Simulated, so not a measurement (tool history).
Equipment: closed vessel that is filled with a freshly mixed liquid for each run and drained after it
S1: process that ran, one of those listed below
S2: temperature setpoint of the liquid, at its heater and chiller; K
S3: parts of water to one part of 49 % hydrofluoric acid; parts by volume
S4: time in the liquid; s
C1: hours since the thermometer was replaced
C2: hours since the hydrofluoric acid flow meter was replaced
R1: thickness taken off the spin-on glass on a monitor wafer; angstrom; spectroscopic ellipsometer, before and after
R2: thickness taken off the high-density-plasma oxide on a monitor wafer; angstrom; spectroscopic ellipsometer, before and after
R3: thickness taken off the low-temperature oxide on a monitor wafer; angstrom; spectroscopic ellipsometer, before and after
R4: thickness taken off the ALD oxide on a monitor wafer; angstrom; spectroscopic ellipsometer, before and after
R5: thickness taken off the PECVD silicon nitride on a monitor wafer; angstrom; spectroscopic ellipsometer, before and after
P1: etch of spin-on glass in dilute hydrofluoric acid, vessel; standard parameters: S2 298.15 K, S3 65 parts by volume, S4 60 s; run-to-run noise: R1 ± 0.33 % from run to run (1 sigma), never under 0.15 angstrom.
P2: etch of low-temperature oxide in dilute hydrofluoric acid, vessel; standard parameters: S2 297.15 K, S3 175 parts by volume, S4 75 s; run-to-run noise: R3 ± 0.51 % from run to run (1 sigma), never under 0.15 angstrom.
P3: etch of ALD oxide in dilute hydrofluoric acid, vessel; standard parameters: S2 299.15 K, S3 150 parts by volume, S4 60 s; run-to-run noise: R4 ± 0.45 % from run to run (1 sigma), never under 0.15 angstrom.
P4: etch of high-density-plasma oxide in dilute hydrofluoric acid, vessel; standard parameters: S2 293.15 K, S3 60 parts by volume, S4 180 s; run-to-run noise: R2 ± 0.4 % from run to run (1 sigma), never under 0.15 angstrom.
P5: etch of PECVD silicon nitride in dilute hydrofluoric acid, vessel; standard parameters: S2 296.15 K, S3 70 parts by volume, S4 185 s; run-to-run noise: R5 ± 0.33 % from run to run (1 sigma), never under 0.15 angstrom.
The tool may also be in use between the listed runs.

run   hour  S1      S2   S3   S4      C1     C2      R1      R2      R3      R4      R5
  1    7.7  P1  298.15   65   60     991    841  386.17
  2   15.3  P4  290.15   60  180   998.6  848.6          121.53
  3     25  P2  290.15  175   75  1008.3  858.3                  96.051
  4   31.7  P1  298.15   65   60    1015    865  384.61
  5   37.3  P3  299.15  150   95  1020.6  870.6                          208.01
  6   41.9  P3  299.15   30   60  1025.2  875.2                           752.1
  7   48.2  P1  298.15   65   60  1031.5  881.5  384.93
  8   58.1  P1  291.15   65   60  1041.4  891.4   286.6
  9   62.9  P5  296.15   70  185  1046.2  896.2                                  130.11
 10   70.8  P4  293.15   35  180  1054.1  904.1          243.67
 11   76.4  P1  290.65   65   85  1059.7  909.7  399.35
      79.9  -- hydrofluoric acid flow meter replaced
 12   83.4  P4  293.15   60  180  1066.7    3.5          137.92
 13   88.3  P1  291.15  110   60  1071.6    8.4  162.08
 14   94.7  P1  298.15   25   60    1078   14.8    1054
 15  103.5  P5  290.65   70  185  1086.8   23.6                                  89.147
 16  110.7  P3  291.65  150   60    1094   30.8                          96.575
 17  118.8  P2  297.15  175   75  1102.1   38.9                  125.57
 18  125.6  P1  298.15   65  105  1108.9   45.7  675.12
 19  135.2  P1  298.15   65   30  1118.5   55.3  190.99
 20  142.7  P5  296.15   30  185    1126   62.8                                  296.76
 21  149.7  P4  293.15   60  335    1133   69.8          255.86
 22    157  P5  296.15   70  185  1140.3   77.1                                  129.65
 23  162.9  P3  299.15  150   60  1146.2     83                          130.21
 24  171.1  P1  298.15   65   60  1154.4   91.2  385.08
 25  180.3  P2  297.15  175   30  1163.6  100.4                  50.949
 26  190.7  P2  297.15   35   75    1174  110.8                  749.36
 27  198.8  P1  298.15  115   60  1182.1  118.9  203.11
 28  206.7  P3  299.15  150   60    1190  126.8                          130.05
 29  216.3  P1  305.15   65   60  1199.6  136.4  508.08
 30  221.9  P1  298.15   65   60  1205.2    142  384.77
 31  229.2  P2  297.15  175   75  1212.5  149.3                  126.93
 32  235.4  P5  296.15   70  310  1218.7  155.5                                  219.23
 33  245.7  P1  298.15   65   60    1229  165.8  382.81
 34  254.3  P1  298.15   65   60  1237.6  174.4  373.37
 35  263.2  P1  298.15   65   60  1246.5  183.3  365.89
 36  270.6  P1  298.15   65   60  1253.9  190.7  362.91
 37  280.7  P1  298.15   65   60    1264  200.8  360.21
 38  290.9  P1  298.15   65   60  1274.2    211  360.29
 39  298.7  P1  298.15   65   60    1282  218.8  356.93
 40  304.3  P1  298.15   65   60  1287.6  224.4  360.53

P1 no longer gives what it gave before; its output has crept away from where it was. The following 2 causes, each at its listed size, fit the log equally well:
A: hydrofluoric acid flow below the setpoint (%) = 6.48
B: liquid colder than its thermometer reads (K) = 1.8
Onset of the creep was near hour 245.7.

Each of the 4 check runs below uses one wafer; its results are left as question marks. Which run tells the causes apart?
check 1  309.9  P4  290.15  60  320               ?
check 2  309.9  P5  296.15  40  280                           ?
check 3  309.9  P3  299.15  30   80                       ?
check 4  309.9  P2  294.15  95   75                   ?

Expected result of each check under each candidate cause:
  check  result    if A    if B
check 1      R2  200.57  199.22
check 2      R5  318.84  300.72
check 3      R4  946.36  941.91
check 4      R3  210.36  210.45
Distance between the nearest two causes, measured in the result of the check that separates them most: check 1 0.67 %; check 2 5.85 %; check 3 0.47 %; check 4 0.04 %
Only in check 2 would the causes give clearly different results; in the remaining checks their results would be nearly the same.

With check 2 done, the readings were: R5 319.52 angstrom. Identify which of the listed causes applies.

The correct cause is A, namely: hydrofluoric acid flow below the setpoint (%).

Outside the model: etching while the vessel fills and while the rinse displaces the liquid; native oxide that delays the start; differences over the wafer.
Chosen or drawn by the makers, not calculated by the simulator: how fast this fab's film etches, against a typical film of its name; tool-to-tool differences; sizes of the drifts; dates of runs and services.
